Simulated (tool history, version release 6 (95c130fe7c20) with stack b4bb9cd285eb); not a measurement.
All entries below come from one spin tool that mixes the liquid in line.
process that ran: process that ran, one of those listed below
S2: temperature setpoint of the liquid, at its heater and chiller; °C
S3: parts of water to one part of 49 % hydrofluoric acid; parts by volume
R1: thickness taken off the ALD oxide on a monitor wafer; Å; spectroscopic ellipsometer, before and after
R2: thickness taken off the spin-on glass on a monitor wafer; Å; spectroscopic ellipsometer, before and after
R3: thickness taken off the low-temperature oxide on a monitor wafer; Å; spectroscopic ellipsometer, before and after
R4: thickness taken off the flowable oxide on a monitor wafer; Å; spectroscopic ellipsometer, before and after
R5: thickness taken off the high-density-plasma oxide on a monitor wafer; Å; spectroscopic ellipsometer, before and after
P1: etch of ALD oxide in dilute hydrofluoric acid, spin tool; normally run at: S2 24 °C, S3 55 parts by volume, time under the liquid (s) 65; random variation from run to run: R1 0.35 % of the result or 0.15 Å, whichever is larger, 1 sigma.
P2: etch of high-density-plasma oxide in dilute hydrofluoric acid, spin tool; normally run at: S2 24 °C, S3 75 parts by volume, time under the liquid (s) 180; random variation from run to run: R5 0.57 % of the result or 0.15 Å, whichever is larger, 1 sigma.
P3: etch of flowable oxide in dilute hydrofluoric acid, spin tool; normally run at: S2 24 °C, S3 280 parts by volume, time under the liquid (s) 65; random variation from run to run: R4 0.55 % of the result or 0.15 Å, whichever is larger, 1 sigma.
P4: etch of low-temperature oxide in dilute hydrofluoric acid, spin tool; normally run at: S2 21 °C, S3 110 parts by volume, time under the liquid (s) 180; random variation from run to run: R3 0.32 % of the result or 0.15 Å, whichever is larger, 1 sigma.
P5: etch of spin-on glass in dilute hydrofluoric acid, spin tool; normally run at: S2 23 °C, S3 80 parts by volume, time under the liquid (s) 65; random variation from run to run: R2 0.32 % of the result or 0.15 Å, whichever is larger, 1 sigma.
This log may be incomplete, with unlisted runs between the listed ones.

{"run": 1, "day": 0.479, "process that ran": "P1", "S2": 24, "S3": 55, "time under the liquid (s)": 65, "R1": 122.19}
{"run": 2, "day": 0.883, "process that ran": "P5", "S2": 23, "S3": 80, "time under the liquid (s)": 65, "R2": 353.07}
{"run": 3, "day": 1.462, "process that ran": "P1", "S2": 24, "S3": 55, "time under the liquid (s)": 65, "R1": 122.37}
{"run": 4, "day": 2.017, "process that ran": "P4", "S2": 21, "S3": 55, "time under the liquid (s)": 180, "R3": 325.49}
{"run": 5, "day": 2.496, "process that ran": "P1", "S2": 24, "S3": 55, "time under the liquid (s)": 105, "R1": 196.14}
{"run": 6, "day": 2.788, "process that ran": "P3", "S2": 24, "S3": 280, "time under the liquid (s)": 65, "R4": 45.724}
{"run": 7, "day": 3.204, "process that ran": "P2", "S2": 24, "S3": 75, "time under the liquid (s)": 180, "R5": 274.15}
{"run": 8, "day": 3.796, "process that ran": "P3", "S2": 24, "S3": 280, "time under the liquid (s)": 30, "R4": 21.499}
{"run": 9, "day": 4.258, "process that ran": "P5", "S2": 23, "S3": 80, "time under the liquid (s)": 15, "R2": 81.846}
{"run": 10, "day": 4.804, "process that ran": "P1", "S2": 24, "S3": 100, "time under the liquid (s)": 65, "R1": 63.719}
{"run": 11, "day": 5.375, "process that ran": "P2", "S2": 24, "S3": 25, "time under the liquid (s)": 180, "R5": 880.54}
{"run": 12, "day": 5.908, "process that ran": "P3", "S2": 32, "S3": 280, "time under the liquid (s)": 65, "R4": 59.786}
{"run": 13, "day": 6.308, "process that ran": "P1", "S2": 24, "S3": 35, "time under the liquid (s)": 65, "R1": 198.15}
{"run": 14, "day": 6.879, "process that ran": "P4", "S2": 17, "S3": 110, "time under the liquid (s)": 180, "R3": 128.77}
{"run": 15, "day": 7.358, "process that ran": "P4", "S2": 21, "S3": 110, "time under the liquid (s)": 180, "R3": 151.56}
{"run": 16, "day": 7.862, "process that ran": "P5", "S2": 23, "S3": 80, "time under the liquid (s)": 65, "R2": 354.83}
{"run": 17, "day": 8.442, "process that ran": "P1", "S2": 24, "S3": 55, "time under the liquid (s)": 15, "R1": 27.903}
{"run": 18, "day": 8.721, "process that ran": "P1", "S2": 24, "S3": 55, "time under the liquid (s)": 65, "R1": 122.21}
{"run": 19, "day": 9.262, "process that ran": "P3", "S2": 24, "S3": 510, "time under the liquid (s)": 65, "R4": 20.346}
{"run": 20, "day": 9.604, "process that ran": "P1", "S2": 24, "S3": 100, "time under the liquid (s)": 120, "R1": 117.73}
{"run": 21, "day": 9.883, "process that ran": "P5", "S2": 23, "S3": 115, "time under the liquid (s)": 65, "R2": 235.59}
{"run": 22, "day": 10.288, "process that ran": "P2", "S2": 24, "S3": 75, "time under the liquid (s)": 300, "R5": 459.68}
{"run": 23, "day": 10.779, "process that ran": "P1", "S2": 18.5, "S3": 55, "time under the liquid (s)": 65, "R1": 97.11}
{"run": 24, "day": 11.225, "process that ran": "P5", "S2": 31, "S3": 80, "time under the liquid (s)": 65, "R2": 483.1}
{"run": 25, "day": 11.688, "process that ran": "P1", "S2": 24, "S3": 55, "time under the liquid (s)": 65, "R1": 122.4}
{"run": 26, "day": 12.262, "process that ran": "P2", "S2": 32, "S3": 75, "time under the liquid (s)": 180, "R5": 382.18}
{"run": 27, "day": 12.596, "process that ran": "P4", "S2": 21, "S3": 110, "time under the liquid (s)": 265, "R3": 223.75}
{"run": 28, "day": 13.029, "process that ran": "P1", "S2": 29.5, "S3": 55, "time under the liquid (s)": 65, "R1": 151.78}
{"run": 29, "day": 13.583, "process that ran": "P2", "S2": 24, "S3": 75, "time under the liquid (s)": 180, "R5": 275.77}
{"run": 30, "day": 13.929, "process that ran": "P1", "S2": 24, "S3": 55, "time under the liquid (s)": 65, "R1": 122.21}
{"run": 31, "day": 14.362, "process that ran": "P1", "S2": 24, "S3": 55, "time under the liquid (s)": 65, "R1": 127.27}
{"run": 32, "day": 14.788, "process that ran": "P1", "S2": 24, "S3": 55, "time under the liquid (s)": 65, "R1": 131.15}
{"run": 33, "day": 15.142, "process that ran": "P1", "S2": 24, "S3": 55, "time under the liquid (s)": 65, "R1": 132.74}
{"run": 34, "day": 15.746, "process that ran": "P1", "S2": 24, "S3": 55, "time under the liquid (s)": 65, "R1": 134.37}
{"run": 35, "day": 16.125, "process that ran": "P1", "S2": 24, "S3": 55, "time under the liquid (s)": 65, "R1": 135.07}
{"run": 36, "day": 16.612, "process that ran": "P1", "S2": 24, "S3": 55, "time under the liquid (s)": 65, "R1": 133.76}
{"run": 37, "day": 17.154, "process that ran": "P1", "S2": 24, "S3": 55, "time under the liquid (s)": 65, "R1": 134.98}

P1 no longer gives what it gave before; its output has crept away from where it was. The following 2 causes, each at its listed size, fit the log equally well:
A: hydrofluoric acid flow above the setpoint (%) = 9.59
B: liquid hotter than its thermometer reads (K) = 2.42
Creep in the process output first set in at about day 13.929.

Each of the 4 check runs below uses one wafer; its results are left as question marks. Which run tells the causes apart?
{"run": "check 1", "day": 17.696, "process that ran": "P4", "S2": 17, "S3": 55, "time under the liquid (s)": 180, "R3": "?"}
{"run": "check 2", "day": 17.696, "process that ran": "P5", "S2": 27.5, "S3": 80, "time under the liquid (s)": 25, "R2": "?"}
{"run": "check 3", "day": 17.696, "process that ran": "P3", "S2": 31.5, "S3": 380, "time under the liquid (s)": 65, "R4": "?"}
{"run": "check 4", "day": 17.696, "process that ran": "P2", "S2": 32, "S3": 75, "time under the liquid (s)": 180, "R5": "?"}

If the cause were each of the candidates in turn, the checks would give the following:
check=check_1 result=R3 if_A=300.82 if_B=302.94
check=check_2 result=R2 if_A=180.05 if_B=178.64
check=check_3 result=R4 if_A=44.171 if_B=41.788
check=check_4 result=R5 if_A=416.9 if_B=412.13
Gap, in per cent, between the two causes that each check separates least, read from the result that separates them most: check 1 0.7 %; check 2 0.79 %; check 3 5.54 %; check 4 1.15 %
Of the check runs offered, only check 3 discriminates between the causes; the rest would read about the same regardless of which cause applies.

With check 3 done, the readings were: R4 44.116 Å. Identify which of the listed causes applies.

The cause is A: hydrofluoric acid flow above the setpoint (%).

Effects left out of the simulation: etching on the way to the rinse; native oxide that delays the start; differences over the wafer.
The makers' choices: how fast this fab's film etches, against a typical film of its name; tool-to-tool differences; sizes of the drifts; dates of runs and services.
